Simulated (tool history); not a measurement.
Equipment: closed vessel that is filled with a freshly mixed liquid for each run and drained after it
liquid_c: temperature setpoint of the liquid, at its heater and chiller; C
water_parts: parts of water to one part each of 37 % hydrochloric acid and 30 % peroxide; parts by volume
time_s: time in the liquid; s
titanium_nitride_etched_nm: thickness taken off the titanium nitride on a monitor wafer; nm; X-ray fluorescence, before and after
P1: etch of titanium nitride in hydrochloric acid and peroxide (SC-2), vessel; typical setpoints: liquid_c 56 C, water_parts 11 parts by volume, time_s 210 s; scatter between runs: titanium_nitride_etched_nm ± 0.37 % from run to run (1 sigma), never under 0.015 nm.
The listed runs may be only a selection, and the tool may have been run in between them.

run,hour,liquid_c,water_parts,time_s,hours since the thermometer was replaced,hours since the chemicals flow meter was replaced,hours since the drum of peroxide was connected,titanium_nitride_etched_nm
1,9,56,11,210,715.3,222.9,560.1,10.25
2,18.9,41,11,210,725.2,232.8,570,3.7086
3,30.4,56,11,30,736.7,244.3,581.5,1.4495
4,42.4,46.5,15,210,748.7,256.3,593.5,4.1294
5,49.4,56,11,210,755.7,263.3,600.5,10.151
6,59.3,56,11,210,765.6,273.2,610.4,10.169
7,72,56,11,330,778.3,285.9,623.1,16.08
8,79,46,11,335,785.3,292.9,630.1,8.3751
9,85.3,56,11,210,791.6,299.2,636.4,10.258
10,93,70.5,11,210,799.3,306.9,644.1,24.905
11,103.6,56,4,210,809.9,317.5,654.7,21.97
12,110.2,56,18.5,210,816.5,324.1,661.3,6.4445
13,120.7,40.5,11,80,827,334.6,671.8,1.3625
14,130.8,56,11,210,837.1,344.7,681.9,10.224

What will run 15 give?
15,137.4,56,11,210,843.7,351.3,688.5,?

Run 15 yielded titanium_nitride_etched_nm 10.169 nm.
